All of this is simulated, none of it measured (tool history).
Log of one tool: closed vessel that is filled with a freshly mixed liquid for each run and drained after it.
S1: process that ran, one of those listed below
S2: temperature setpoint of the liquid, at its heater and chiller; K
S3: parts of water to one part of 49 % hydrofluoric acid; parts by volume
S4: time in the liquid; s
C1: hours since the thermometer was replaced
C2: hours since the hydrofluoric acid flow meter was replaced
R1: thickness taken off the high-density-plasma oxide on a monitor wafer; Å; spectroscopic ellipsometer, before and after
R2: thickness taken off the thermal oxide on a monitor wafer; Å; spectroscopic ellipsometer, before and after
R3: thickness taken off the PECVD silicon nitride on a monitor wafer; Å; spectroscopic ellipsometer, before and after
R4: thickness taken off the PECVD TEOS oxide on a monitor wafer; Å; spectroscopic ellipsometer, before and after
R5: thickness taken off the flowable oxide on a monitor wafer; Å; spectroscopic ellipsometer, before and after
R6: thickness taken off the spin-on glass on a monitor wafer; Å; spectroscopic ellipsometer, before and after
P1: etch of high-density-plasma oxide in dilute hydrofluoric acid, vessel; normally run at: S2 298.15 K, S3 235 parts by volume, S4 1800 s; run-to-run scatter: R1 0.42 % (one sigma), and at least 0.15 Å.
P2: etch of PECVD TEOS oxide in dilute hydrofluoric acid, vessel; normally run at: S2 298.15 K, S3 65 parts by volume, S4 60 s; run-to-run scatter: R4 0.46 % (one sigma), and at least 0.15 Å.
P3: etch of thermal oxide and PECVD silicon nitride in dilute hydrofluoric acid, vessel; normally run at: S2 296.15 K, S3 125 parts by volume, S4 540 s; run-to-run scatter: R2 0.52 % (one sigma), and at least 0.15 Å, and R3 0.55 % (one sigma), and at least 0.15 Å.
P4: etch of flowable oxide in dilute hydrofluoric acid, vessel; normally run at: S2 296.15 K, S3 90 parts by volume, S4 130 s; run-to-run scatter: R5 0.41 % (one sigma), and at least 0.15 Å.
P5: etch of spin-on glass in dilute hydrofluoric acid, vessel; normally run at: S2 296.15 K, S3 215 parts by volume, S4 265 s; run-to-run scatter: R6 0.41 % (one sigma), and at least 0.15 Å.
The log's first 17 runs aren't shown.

Run 18, hour 94.7: S1 P4, S2 296.15 K, S3 90 parts by volume, S4 130 s; C1 948.2; C2 439.1. Result: R5 460.02 Å.
Run 19, hour 99.6: S1 P1, S2 298.15 K, S3 235 parts by volume, S4 1800 s; C1 953.1; C2 444.0. Result: R1 426.730 Å.
Run 20, hour 103.8: S1 P1, S2 298.15 K, S3 235 parts by volume, S4 1800 s; C1 957.3; C2 448.2. Result: R1 420.920 Å.
Run 21, hour 107.0: S1 P4, S2 301.65 K, S3 90 parts by volume, S4 130 s; C1 960.5; C2 451.4. Result: R5 575.09 Å.
Run 22, hour 112.6: S1 P3, S2 296.15 K, S3 30 parts by volume, S4 540 s; C1 966.1; C2 457.0. Result: R2 877.580 Å, R3 283.970 Å.
Run 23, hour 116.5: S1 P3, S2 296.15 K, S3 125 parts by volume, S4 175 s; C1 970.0; C2 460.9. Result: R2 61.309 Å, R3 22.333 Å.
Run 24, hour 123.6: S1 P2, S2 298.15 K, S3 65 parts by volume, S4 60 s; C1 977.1; C2 468.0. Result: R4 145.380 Å.
Run 25, hour 128.3: S1 P1, S2 298.15 K, S3 235 parts by volume, S4 80 s; C1 981.8; C2 472.7. Result: R1 18.888 Å.
Run 26, hour 133.9: S1 P1, S2 294.15 K, S3 235 parts by volume, S4 1800 s; C1 987.4; C2 478.3. Result: R1 364.140 Å.
Run 27, hour 138.4: S1 P5, S2 296.15 K, S3 215 parts by volume, S4 265 s; C1 991.9; C2 482.8. Result: R6 217.970 Å.
Run 28, hour 141.5: S1 P1, S2 298.15 K, S3 235 parts by volume, S4 1800 s; C1 995.0; C2 485.9. Result: R1 420.370 Å.
Run 29, hour 147.1: S1 P2, S2 298.15 K, S3 100 parts by volume, S4 60 s; C1 1000.6; C2 491.5. Result: R4 89.891 Å.
Run 30, hour 153.8: S1 P1, S2 298.15 K, S3 235 parts by volume, S4 1800 s; C1 1007.3; C2 498.2. Result: R1 424.080 Å.

Forecast run 31:
Run 31, hour 158.6: S1 P1, S2 298.15 K, S3 235 parts by volume, S4 1800 s; C1 1012.1; C2 503.0. Result: R1 ?.

{"run 31": {"R1": 434.31}}
